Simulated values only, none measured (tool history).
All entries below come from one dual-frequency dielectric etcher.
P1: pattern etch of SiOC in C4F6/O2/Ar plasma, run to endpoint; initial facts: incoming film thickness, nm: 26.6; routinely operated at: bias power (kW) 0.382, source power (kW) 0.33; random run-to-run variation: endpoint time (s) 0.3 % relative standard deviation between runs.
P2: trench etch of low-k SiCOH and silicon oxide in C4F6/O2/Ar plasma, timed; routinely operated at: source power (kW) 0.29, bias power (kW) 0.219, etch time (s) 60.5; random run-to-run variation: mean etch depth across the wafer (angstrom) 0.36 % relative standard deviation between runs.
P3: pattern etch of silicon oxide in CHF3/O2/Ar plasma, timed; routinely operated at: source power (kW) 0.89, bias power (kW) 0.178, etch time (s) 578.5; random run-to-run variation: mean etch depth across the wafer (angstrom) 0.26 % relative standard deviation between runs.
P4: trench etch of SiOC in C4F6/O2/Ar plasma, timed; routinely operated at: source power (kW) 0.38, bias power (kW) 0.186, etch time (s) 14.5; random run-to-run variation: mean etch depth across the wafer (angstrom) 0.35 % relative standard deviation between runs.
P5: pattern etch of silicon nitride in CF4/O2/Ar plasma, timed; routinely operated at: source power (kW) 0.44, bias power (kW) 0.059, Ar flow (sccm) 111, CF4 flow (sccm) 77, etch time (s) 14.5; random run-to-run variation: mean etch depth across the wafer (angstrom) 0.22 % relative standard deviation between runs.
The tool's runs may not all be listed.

run,hour,process that ran,bias power (kW),source power (kW),etch time (s),Ar flow (sccm),CF4 flow (sccm),hours since the last wet clean,hours since the last bias power generator calibration,hours since the last source power generator calibration,endpoint time (s),mean etch depth across the wafer (angstrom)
1,14.3,P1,0.382,0.33,,,,319.1,427.3,2876.9,10.523,
2,25.8,P4,0.186,0.38,20,,,330.6,438.8,2888.4,,420.24
3,40.7,P5,0.059,0.44,14.5,67,77,345.5,453.7,2903.3,,272.77
4,51.5,P5,0.059,0.44,14.5,111,77,356.3,464.5,2914.1,,256.86
# hour 57.3: wet clean of the chamber
# hour 59.9: source power generator calibrated
5,62.4,P3,0.178,0.89,578.5,,,5.1,475.4,2.5,,13575
6,71.5,P2,0.219,0.38,60.5,,,14.2,484.5,11.6,,2067.1
7,79.7,P4,0.151,0.38,14.5,,,22.4,492.7,19.8,,282.74
8,95.2,P3,0.178,0.89,578.5,,,37.9,508.2,35.3,,13535
9,106.1,P1,0.382,0.42,,,,48.8,519.1,46.2,9.6012,
10,114.2,P5,0.059,0.61,14.5,111,77,56.9,527.2,54.3,,339.68
11,128.4,P5,0.059,0.44,14.5,111,101,71.1,541.4,68.5,,265.34
12,141.8,P5,0.059,0.44,8,111,77,84.5,554.8,81.9,,141.93
13,152.5,P4,0.186,0.23,14.5,,,95.2,565.5,92.6,,248.65
14,166.7,P5,0.036,0.44,14.5,111,77,109.4,579.7,106.8,,212.12
15,176.5,P1,0.525,0.33,,,,119.2,589.5,116.6,9.3952,
16,188.1,P1,0.382,0.33,,,,130.8,601.1,128.2,10.445,
17,195,P1,0.382,0.33,,,,137.7,608,135.1,10.466,
18,207.5,P1,0.252,0.33,,,,150.2,620.5,147.6,12.177,
19,222.4,P3,0.178,0.89,737,,,165.1,635.4,162.5,,17231
20,231.8,P2,0.219,0.29,60.5,,,174.5,644.8,171.9,,1856.1
21,246.4,P5,0.059,0.44,14.5,111,77,189.1,659.4,186.5,,256.82
22,255.5,P2,0.162,0.29,60.5,,,198.2,668.5,195.6,,1697.1
23,264.6,P1,0.382,0.33,,,,207.3,677.6,204.7,10.512,
24,280.3,P1,0.382,0.33,,,,223,693.3,220.4,10.49,
25,293.5,P3,0.119,0.89,578.5,,,236.2,706.5,233.6,,11901
26,306.8,P4,0.186,0.38,14.5,,,249.5,719.8,246.9,,300.34
27,318.2,P2,0.219,0.29,86,,,260.9,731.2,258.3,,2654.3
28,331.3,P1,0.382,0.25,,,,274,744.3,271.4,11.639,
29,346.8,P1,0.495,0.27,,,,289.5,759.8,286.9,10.308,
30,353.8,P3,0.178,0.62,578.5,,,296.5,766.8,293.9,,11767
31,362.8,P1,0.382,0.33,,,,305.5,775.8,302.9,10.475,
32,375,P1,0.382,0.33,,,,317.7,788,315.1,10.598,
33,382.7,P1,0.382,0.33,,,,325.4,795.7,322.8,10.615,
34,398.5,P1,0.382,0.33,,,,341.2,811.5,338.6,10.727,
# hour 404.4: wet clean of the chamber
35,410.1,P1,0.382,0.33,,,,5.8,823.1,350.2,10.751,

The next listed run, before its measurement:
36,418.3,P1,0.382,0.33,,,,14,831.3,358.4,?,

endpoint time (s): 10.713
